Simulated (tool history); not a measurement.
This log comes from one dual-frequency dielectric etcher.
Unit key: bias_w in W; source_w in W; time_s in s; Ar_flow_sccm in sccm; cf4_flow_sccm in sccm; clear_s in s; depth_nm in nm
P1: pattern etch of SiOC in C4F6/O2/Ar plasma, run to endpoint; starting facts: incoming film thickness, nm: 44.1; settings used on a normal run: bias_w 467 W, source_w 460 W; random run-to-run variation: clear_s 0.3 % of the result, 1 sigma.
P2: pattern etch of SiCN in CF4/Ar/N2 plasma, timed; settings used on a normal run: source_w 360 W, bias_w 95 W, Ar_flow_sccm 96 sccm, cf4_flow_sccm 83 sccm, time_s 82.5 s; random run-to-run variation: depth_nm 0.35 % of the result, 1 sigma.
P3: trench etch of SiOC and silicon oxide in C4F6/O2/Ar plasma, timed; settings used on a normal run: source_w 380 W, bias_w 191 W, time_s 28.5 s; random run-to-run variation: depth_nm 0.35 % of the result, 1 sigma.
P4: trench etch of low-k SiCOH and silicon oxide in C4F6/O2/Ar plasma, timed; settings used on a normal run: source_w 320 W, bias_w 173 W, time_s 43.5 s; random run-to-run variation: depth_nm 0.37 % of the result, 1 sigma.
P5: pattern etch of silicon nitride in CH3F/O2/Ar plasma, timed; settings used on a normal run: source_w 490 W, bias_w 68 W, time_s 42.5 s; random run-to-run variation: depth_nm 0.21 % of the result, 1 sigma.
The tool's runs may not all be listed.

{"run": 1, "day": 0.1, "process": "P1", "bias_w": 467, "source_w": 460, "clear_s": 14.366}
{"run": 2, "day": 0.179, "process": "P5", "bias_w": 68, "source_w": 340, "time_s": 42.5, "depth_nm": 27.621}
{"run": 3, "day": 0.283, "process": "P1", "bias_w": 467, "source_w": 650, "clear_s": 12.613}
{"run": 4, "day": 0.421, "process": "P5", "bias_w": 84, "source_w": 490, "time_s": 42.5, "depth_nm": 34.005}
{"run": 5, "day": 0.525, "process": "P3", "bias_w": 191, "source_w": 290, "time_s": 28.5, "depth_nm": 50.671}
{"run": 6, "day": 0.667, "process": "P4", "bias_w": 173, "source_w": 320, "time_s": 43.5, "depth_nm": 123.26}
{"run": 7, "day": 0.788, "process": "P2", "bias_w": 95, "source_w": 360, "time_s": 82.5, "Ar_flow_sccm": 96, "cf4_flow_sccm": 113, "depth_nm": 70.035}
{"day": 0.883, "done": "wet clean of the chamber"}
{"run": 8, "day": 0.888, "process": "P1", "bias_w": 645, "source_w": 460, "clear_s": 12.683}
{"run": 9, "day": 0.983, "process": "P4", "bias_w": 173, "source_w": 320, "time_s": 60, "depth_nm": 168.86}
{"run": 10, "day": 1.138, "process": "P5", "bias_w": 68, "source_w": 490, "time_s": 55, "depth_nm": 41.128}
{"run": 11, "day": 1.317, "process": "P3", "bias_w": 191, "source_w": 380, "time_s": 42.5, "depth_nm": 84.13}
{"run": 12, "day": 1.446, "process": "P1", "bias_w": 467, "source_w": 350, "clear_s": 15.821}
{"run": 13, "day": 1.575, "process": "P2", "bias_w": 95, "source_w": 360, "time_s": 82.5, "Ar_flow_sccm": 129, "cf4_flow_sccm": 83, "depth_nm": 64.825}
{"run": 14, "day": 1.754, "process": "P1", "bias_w": 467, "source_w": 460, "clear_s": 14.327}
{"run": 15, "day": 1.854, "process": "P1", "bias_w": 371, "source_w": 460, "clear_s": 15.529}
{"run": 16, "day": 1.967, "process": "P1", "bias_w": 370, "source_w": 640, "clear_s": 13.682}
{"run": 17, "day": 2.05, "process": "P1", "bias_w": 467, "source_w": 460, "clear_s": 14.316}
{"run": 18, "day": 2.229, "process": "P2", "bias_w": 95, "source_w": 360, "time_s": 82.5, "Ar_flow_sccm": 96, "cf4_flow_sccm": 83, "depth_nm": 67.787}
{"run": 19, "day": 2.4, "process": "P2", "bias_w": 95, "source_w": 500, "time_s": 82.5, "Ar_flow_sccm": 96, "cf4_flow_sccm": 83, "depth_nm": 90.37}
{"run": 20, "day": 2.554, "process": "P1", "bias_w": 290, "source_w": 350, "clear_s": 18.737}
{"run": 21, "day": 2.662, "process": "P5", "bias_w": 68, "source_w": 490, "time_s": 42.5, "depth_nm": 31.76}
{"run": 22, "day": 2.771, "process": "P3", "bias_w": 191, "source_w": 380, "time_s": 28.5, "depth_nm": 56.614}
{"run": 23, "day": 2.879, "process": "P4", "bias_w": 210, "source_w": 320, "time_s": 43.5, "depth_nm": 130.03}
{"run": 24, "day": 3.008, "process": "P2", "bias_w": 118, "source_w": 360, "time_s": 82.5, "Ar_flow_sccm": 96, "cf4_flow_sccm": 83, "depth_nm": 73.138}
{"run": 25, "day": 3.146, "process": "P1", "bias_w": 467, "source_w": 460, "clear_s": 14.366}
{"run": 26, "day": 3.304, "process": "P3", "bias_w": 152, "source_w": 380, "time_s": 28.5, "depth_nm": 52.561}
{"run": 27, "day": 3.404, "process": "P1", "bias_w": 467, "source_w": 460, "clear_s": 14.427}
{"run": 28, "day": 3.517, "process": "P1", "bias_w": 302, "source_w": 280, "clear_s": 20.264}
{"run": 29, "day": 3.617, "process": "P2", "bias_w": 95, "source_w": 360, "time_s": 123, "Ar_flow_sccm": 96, "cf4_flow_sccm": 83, "depth_nm": 100.96}
{"run": 30, "day": 3.721, "process": "P4", "bias_w": 173, "source_w": 380, "time_s": 43.5, "depth_nm": 131.08}

Expected results for the next run?
{"run": 31, "day": 3.896, "process": "P1", "bias_w": 467, "source_w": 460, "clear_s": "?"}

Run 31 produced clear_s 14.301 s.

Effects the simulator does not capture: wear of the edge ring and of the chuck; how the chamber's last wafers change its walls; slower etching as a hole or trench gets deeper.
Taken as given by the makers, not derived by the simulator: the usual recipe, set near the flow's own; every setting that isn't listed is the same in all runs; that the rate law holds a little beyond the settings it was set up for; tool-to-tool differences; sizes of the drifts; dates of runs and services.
